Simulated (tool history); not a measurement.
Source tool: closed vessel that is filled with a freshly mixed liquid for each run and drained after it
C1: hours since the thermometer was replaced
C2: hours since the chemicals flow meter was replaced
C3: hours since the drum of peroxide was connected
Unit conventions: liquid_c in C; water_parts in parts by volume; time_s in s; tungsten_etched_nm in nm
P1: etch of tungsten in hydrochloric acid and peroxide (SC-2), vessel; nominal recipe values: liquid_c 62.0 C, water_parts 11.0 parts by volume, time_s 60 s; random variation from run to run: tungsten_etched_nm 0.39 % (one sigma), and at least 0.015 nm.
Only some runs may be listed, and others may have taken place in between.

{"run": 1, "hour": 7.0, "liquid_c": 62.0, "water_parts": 11.0, "time_s": 60, "C1": 581.2, "C2": 435.7, "C3": 731.4, "tungsten_etched_nm": 30.665}
{"run": 2, "hour": 12.7, "liquid_c": 62.0, "water_parts": 4.0, "time_s": 60, "C1": 586.9, "C2": 441.4, "C3": 737.1, "tungsten_etched_nm": 66.539}
{"run": 3, "hour": 21.0, "liquid_c": 62.0, "water_parts": 11.0, "time_s": 60, "C1": 595.2, "C2": 449.7, "C3": 745.4, "tungsten_etched_nm": 30.851}
{"run": 4, "hour": 25.6, "liquid_c": 62.0, "water_parts": 11.0, "time_s": 30, "C1": 599.8, "C2": 454.3, "C3": 750.0, "tungsten_etched_nm": 15.496}
{"hour": 27.1, "done": "new drum of peroxide connected"}
{"run": 5, "hour": 32.8, "liquid_c": 62.0, "water_parts": 11.0, "time_s": 60, "C1": 607.0, "C2": 461.5, "C3": 5.7, "tungsten_etched_nm": 30.666}
{"run": 6, "hour": 41.2, "liquid_c": 45.5, "water_parts": 11.0, "time_s": 60, "C1": 615.4, "C2": 469.9, "C3": 14.1, "tungsten_etched_nm": 10.457}
{"run": 7, "hour": 46.7, "liquid_c": 62.0, "water_parts": 11.0, "time_s": 60, "C1": 620.9, "C2": 475.4, "C3": 19.6, "tungsten_etched_nm": 30.912}
{"run": 8, "hour": 51.8, "liquid_c": 62.0, "water_parts": 15.5, "time_s": 60, "C1": 626.0, "C2": 480.5, "C3": 24.7, "tungsten_etched_nm": 22.931}
{"run": 9, "hour": 61.6, "liquid_c": 62.0, "water_parts": 11.0, "time_s": 110, "C1": 635.8, "C2": 490.3, "C3": 34.5, "tungsten_etched_nm": 56.647}
{"run": 10, "hour": 68.2, "liquid_c": 72.0, "water_parts": 11.0, "time_s": 60, "C1": 642.4, "C2": 496.9, "C3": 41.1, "tungsten_etched_nm": 55.972}
{"run": 11, "hour": 76.8, "liquid_c": 47.0, "water_parts": 19.5, "time_s": 60, "C1": 651.0, "C2": 505.5, "C3": 49.7, "tungsten_etched_nm": 6.9968}
{"run": 12, "hour": 81.8, "liquid_c": 62.0, "water_parts": 11.0, "time_s": 60, "C1": 656.0, "C2": 510.5, "C3": 54.7, "tungsten_etched_nm": 30.897}
{"run": 13, "hour": 91.1, "liquid_c": 62.0, "water_parts": 11.0, "time_s": 60, "C1": 665.3, "C2": 519.8, "C3": 64.0, "tungsten_etched_nm": 32.015}
{"run": 14, "hour": 97.9, "liquid_c": 62.0, "water_parts": 11.0, "time_s": 60, "C1": 672.1, "C2": 526.6, "C3": 70.8, "tungsten_etched_nm": 32.87}
{"run": 15, "hour": 105.2, "liquid_c": 62.0, "water_parts": 11.0, "time_s": 60, "C1": 679.4, "C2": 533.9, "C3": 78.1, "tungsten_etched_nm": 33.353}
{"run": 16, "hour": 114.1, "liquid_c": 62.0, "water_parts": 11.0, "time_s": 60, "C1": 688.3, "C2": 542.8, "C3": 87.0, "tungsten_etched_nm": 33.642}
{"run": 17, "hour": 121.7, "liquid_c": 62.0, "water_parts": 11.0, "time_s": 60, "C1": 695.9, "C2": 550.4, "C3": 94.6, "tungsten_etched_nm": 33.65}
{"run": 18, "hour": 128.0, "liquid_c": 62.0, "water_parts": 11.0, "time_s": 60, "C1": 702.2, "C2": 556.7, "C3": 100.9, "tungsten_etched_nm": 33.592}
{"run": 19, "hour": 135.8, "liquid_c": 62.0, "water_parts": 11.0, "time_s": 60, "C1": 710.0, "C2": 564.5, "C3": 108.7, "tungsten_etched_nm": 33.787}

P1 no longer gives what it gave before; its output has crept away from where it was. The following 2 causes, each at its listed size, fit the log equally well:
A: chemicals flow above the setpoint (%) = 11.4
B: liquid hotter than its thermometer reads (K) = 1.48
The process output started creeping at around hour 81.8.
Why every other cause is out:
peroxide weaker than its label (%): limited to 8, which would change tungsten_etched_nm by -7.4 %, either short of the creep or opposite in sign

Below are 4 check runs, each averaged over 2 wafers, with their results shown as question marks. Which of them would give clearly different results depending on which cause is behind the drift?
{"run": "check 1", "hour": 143.6, "liquid_c": 62.0, "water_parts": 4.0, "time_s": 60, "tungsten_etched_nm": "?"}
{"run": "check 2", "hour": 143.6, "liquid_c": 71.0, "water_parts": 11.0, "time_s": 60, "tungsten_etched_nm": "?"}
{"run": "check 3", "hour": 143.6, "liquid_c": 62.0, "water_parts": 15.5, "time_s": 30, "tungsten_etched_nm": "?"}
{"run": "check 4", "hour": 143.6, "liquid_c": 56.0, "water_parts": 11.0, "time_s": 110, "tungsten_etched_nm": "?"}

Expected result of each check under each candidate cause:
check=check_1 result=tungsten_etched_nm if_A=71.5540 if_B=73.0540
check=check_2 result=tungsten_etched_nm if_A=58.0070 if_B=57.7770
check=check_3 result=tungsten_etched_nm if_A=12.5690 if_B=12.5230
check=check_4 result=tungsten_etched_nm if_A=42.2960 if_B=42.4700
Gap, in per cent, between the two causes that each check separates least, read from the result that separates them most: check 1 2.07 %; check 2 0.4 %; check 3 0.37 %; check 4 0.41 %
The causes can be told apart only by check 1. The other checks would give nearly the same results under each of them.

After running check 1, the following was obtained: tungsten_etched_nm 71.5860 nm. Which cause does this point to?

Of the candidate causes, it is A: chemicals flow above the setpoint (%).

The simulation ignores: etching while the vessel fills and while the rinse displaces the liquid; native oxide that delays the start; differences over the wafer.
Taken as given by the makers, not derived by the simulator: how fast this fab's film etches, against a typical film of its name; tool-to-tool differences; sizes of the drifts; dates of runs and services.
